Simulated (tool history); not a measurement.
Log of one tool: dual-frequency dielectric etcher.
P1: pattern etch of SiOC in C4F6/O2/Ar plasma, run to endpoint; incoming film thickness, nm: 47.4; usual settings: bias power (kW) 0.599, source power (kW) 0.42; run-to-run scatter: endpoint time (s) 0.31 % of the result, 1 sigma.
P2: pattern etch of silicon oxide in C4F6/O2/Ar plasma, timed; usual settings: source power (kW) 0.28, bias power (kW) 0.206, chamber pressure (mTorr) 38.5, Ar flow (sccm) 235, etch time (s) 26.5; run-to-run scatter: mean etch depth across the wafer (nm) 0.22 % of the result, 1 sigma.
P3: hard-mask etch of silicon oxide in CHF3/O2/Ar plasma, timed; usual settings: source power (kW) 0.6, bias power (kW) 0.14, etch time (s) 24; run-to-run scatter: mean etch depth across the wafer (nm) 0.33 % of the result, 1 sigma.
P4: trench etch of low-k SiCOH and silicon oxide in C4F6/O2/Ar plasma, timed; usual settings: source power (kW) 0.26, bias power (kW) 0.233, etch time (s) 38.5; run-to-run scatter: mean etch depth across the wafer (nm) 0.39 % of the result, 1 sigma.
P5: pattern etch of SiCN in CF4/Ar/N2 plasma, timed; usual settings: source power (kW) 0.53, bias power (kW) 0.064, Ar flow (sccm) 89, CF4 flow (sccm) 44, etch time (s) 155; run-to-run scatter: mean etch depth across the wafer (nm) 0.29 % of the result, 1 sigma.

| run | day | process that ran | bias power (kW) | source power (kW) | etch time (s) | chamber pressure (mTorr) | Ar flow (sccm) | CF4 flow (sccm) | hours since the last wet clean | hours since the last bias power generator calibration | hours since the last source power generator calibration | endpoint time (s) | mean etch depth across the wafer (nm) |
|---|---|---|---|---|---|---|---|---|---|---|---|---|---|
| 1 | 0.392 | P1 | 0.599 | 0.42 |  |  |  |  | 147.3 | 1309.9 | 1530.5 | 14.812 |  |
| 2 | 0.75 | P4 | 0.233 | 0.26 | 28 |  |  |  | 155.9 | 1318.5 | 1539.1 |  | 83.685 |
| 3 | 1.158 | P4 | 0.233 | 0.19 | 38.5 |  |  |  | 165.7 | 1328.3 | 1548.9 |  | 102.32 |
| 4 | 1.667 | P1 | 0.599 | 0.42 |  |  |  |  | 177.9 | 1340.5 | 1561.1 | 14.811 |  |
| 5 | 1.946 | P1 | 0.599 | 0.42 |  |  |  |  | 184.6 | 1347.2 | 1567.8 | 14.799 |  |
| 6 | 2.396 | P4 | 0.233 | 0.26 | 38.5 |  |  |  | 195.4 | 1358 | 1578.6 |  | 116.14 |
| 7 | 2.762 | P2 | 0.206 | 0.36 | 26.5 | 38.5 | 235 |  | 204.2 | 1366.8 | 1587.4 |  | 81.952 |
| 8 | 3.083 | P2 | 0.206 | 0.28 | 35.5 | 38.5 | 235 |  | 211.9 | 1374.5 | 1595.1 |  | 100.25 |
| 9 | 3.612 | P5 | 0.064 | 0.53 | 155 |  | 89 | 44 | 224.6 | 1387.2 | 1607.8 |  | 134.51 |
| 10 | 3.925 | P4 | 0.233 | 0.26 | 38.5 |  |  |  | 232.1 | 1394.7 | 1615.3 |  | 115.45 |
| 11 | 4.183 | P1 | 0.351 | 0.42 |  |  |  |  | 238.3 | 1400.9 | 1621.5 | 18.074 |  |
| 12 | 4.712 | P1 | 0.454 | 0.52 |  |  |  |  | 251 | 1413.6 | 1634.2 | 15.283 |  |
| 13 | 5 | P3 | 0.14 | 0.6 | 24 |  |  |  | 257.9 | 1420.5 | 1641.1 |  | 42.612 |
| 14 | 5.508 | P2 | 0.206 | 0.28 | 26.5 | 38.5 | 235 |  | 270.1 | 1432.7 | 1653.3 |  | 74.614 |
| 15 | 5.754 | P4 | 0.138 | 0.26 | 38.5 |  |  |  | 276 | 1438.6 | 1659.2 |  | 97.5 |
| 16 | 6.117 | P1 | 0.756 | 0.42 |  |  |  |  | 284.7 | 1447.3 | 1667.9 | 13.525 |  |
| 17 | 6.642 | P5 | 0.064 | 0.73 | 155 |  | 89 | 44 | 297.3 | 1459.9 | 1680.5 |  | 177.68 |
|  | 6.792 | bias power generator calibrated |
| 18 | 7.1 | P2 | 0.258 | 0.28 | 26.5 | 38.5 | 235 |  | 308.3 | 7.4 | 1691.5 |  | 80.322 |
| 19 | 7.604 | P3 | 0.14 | 0.39 | 24 |  |  |  | 320.4 | 19.5 | 1703.6 |  | 36.425 |
| 20 | 7.904 | P5 | 0.05 | 0.53 | 155 |  | 89 | 44 | 327.6 | 26.7 | 1710.8 |  | 123.78 |
| 21 | 8.208 | P2 | 0.206 | 0.28 | 26.5 | 38.5 | 295 |  | 334.9 | 34 | 1718.1 |  | 72.85 |
|  | 8.379 | source power generator calibrated |
| 22 | 8.6 | P1 | 0.599 | 0.42 |  |  |  |  | 344.3 | 43.4 | 5.4 | 14.842 |  |
| 23 | 8.912 | P3 | 0.14 | 0.6 | 15 |  |  |  | 351.8 | 50.9 | 12.9 |  | 26.633 |
| 24 | 9.442 | P5 | 0.064 | 0.53 | 155 |  | 89 | 44 | 364.5 | 63.6 | 25.6 |  | 133.73 |
| 25 | 9.833 | P3 | 0.106 | 0.6 | 24 |  |  |  | 373.9 | 73 | 35 |  | 39.454 |
| 26 | 10.346 | P5 | 0.064 | 0.53 | 155 |  | 107 | 44 | 386.2 | 85.3 | 47.3 |  | 130.11 |
| 27 | 10.596 | P2 | 0.206 | 0.28 | 26.5 | 52.5 | 235 |  | 392.2 | 91.3 | 53.3 |  | 71.987 |
| 28 | 10.917 | P1 | 0.599 | 0.42 |  |  |  |  | 399.9 | 99 | 61 | 14.945 |  |
| 29 | 11.308 | P5 | 0.064 | 0.53 | 155 |  | 89 | 27 | 409.3 | 108.4 | 70.4 |  | 123.07 |
| 30 | 11.829 | P3 | 0.14 | 0.6 | 24 |  |  |  | 421.8 | 120.9 | 82.9 |  | 42.91 |
| 31 | 12.25 | P1 | 0.599 | 0.54 |  |  |  |  | 431.9 | 131 | 93 | 13.518 |  |
| 32 | 12.692 | P1 | 0.402 | 0.31 |  |  |  |  | 442.5 | 141.6 | 103.6 | 19.304 |  |
| 33 | 12.938 | P1 | 0.599 | 0.42 |  |  |  |  | 448.4 | 147.5 | 109.5 | 14.839 |  |
| 34 | 13.262 | P1 | 0.599 | 0.28 |  |  |  |  | 456.2 | 155.3 | 117.3 | 17.157 |  |
| 35 | 13.604 | P5 | 0.064 | 0.53 | 116.5 |  | 89 | 44 | 464.4 | 163.5 | 125.5 |  | 100.51 |
| 36 | 14.108 | P1 | 0.599 | 0.42 |  |  |  |  | 476.5 | 175.6 | 137.6 | 14.849 |  |
| 37 | 14.612 | P1 | 0.599 | 0.42 |  |  |  |  | 488.6 | 187.7 | 149.7 | 14.931 |  |
| 38 | 15.017 | P1 | 0.599 | 0.42 |  |  |  |  | 498.3 | 197.4 | 159.4 | 14.962 |  |
| 39 | 15.367 | P1 | 0.599 | 0.42 |  |  |  |  | 506.7 | 205.8 | 167.8 | 15.06 |  |
| 40 | 15.633 | P1 | 0.599 | 0.42 |  |  |  |  | 513.1 | 212.2 | 174.2 | 14.955 |  |
| 41 | 15.971 | P1 | 0.599 | 0.42 |  |  |  |  | 521.2 | 220.3 | 182.3 | 14.961 |  |
| 42 | 16.233 | P1 | 0.599 | 0.42 |  |  |  |  | 527.5 | 226.6 | 188.6 | 15.009 |  |
|  | 16.454 | wet clean of the chamber |
| 43 | 16.675 | P1 | 0.599 | 0.42 |  |  |  |  | 5.3 | 237.2 | 199.2 | 15.013 |  |
| 44 | 16.983 | P1 | 0.599 | 0.42 |  |  |  |  | 12.7 | 244.6 | 206.6 | 15.084 |  |
| 45 | 17.462 | P1 | 0.599 | 0.42 |  |  |  |  | 24.2 | 256.1 | 218.1 | 15.111 |  |

What P1 gives has crept away from where it was. These 2 causes fit the log equally well, each at the size given:
A: bias power that arrives under what is set, % = 3.93
B: source power that arrives under what is set, % = 4.08
The creep began at about day 14.108.
Why every other cause is out:
chamber walls in a state that lowers the etch rate, %: serviced at day 16.454, which brought nothing back

4 check runs are offered, one wafer each, their results left as question marks. Which one tells the causes apart?
| check 1 | 17.942 | P3 | 0.14 | 0.45 | 24 |  |  |  |  |  |  |  | ? |
| check 2 | 17.942 | P5 | 0.064 | 0.64 | 155 |  | 89 | 44 |  |  |  |  | ? |
| check 3 | 17.942 | P2 | 0.206 | 0.33 | 26.5 | 38.5 | 235 |  |  |  |  |  | ? |
| check 4 | 17.942 | P4 | 0.14 | 0.21 | 38.5 |  |  |  |  |  |  |  | ? |

What each check would give under each cause:
| check | result | if A | if B |
|---|---|---|---|
| check 1 | mean etch depth across the wafer (nm) | 37.778 | 37.662 |
| check 2 | mean etch depth across the wafer (nm) | 156.21 | 152.72 |
| check 3 | mean etch depth across the wafer (nm) | 78.419 | 78.194 |
| check 4 | mean etch depth across the wafer (nm) | 89.097 | 88.767 |
How far apart the two closest causes lie, in the result that separates them most: check 1 0.31 %; check 2 2.26 %; check 3 0.29 %; check 4 0.37 %
Only check 2 tells the causes apart: in the others they would give nearly the same result.

Check 2 was then run and gave: mean etch depth across the wafer (nm) 156.47. Which cause is it?

It is A: bias power that arrives under what is set, %.
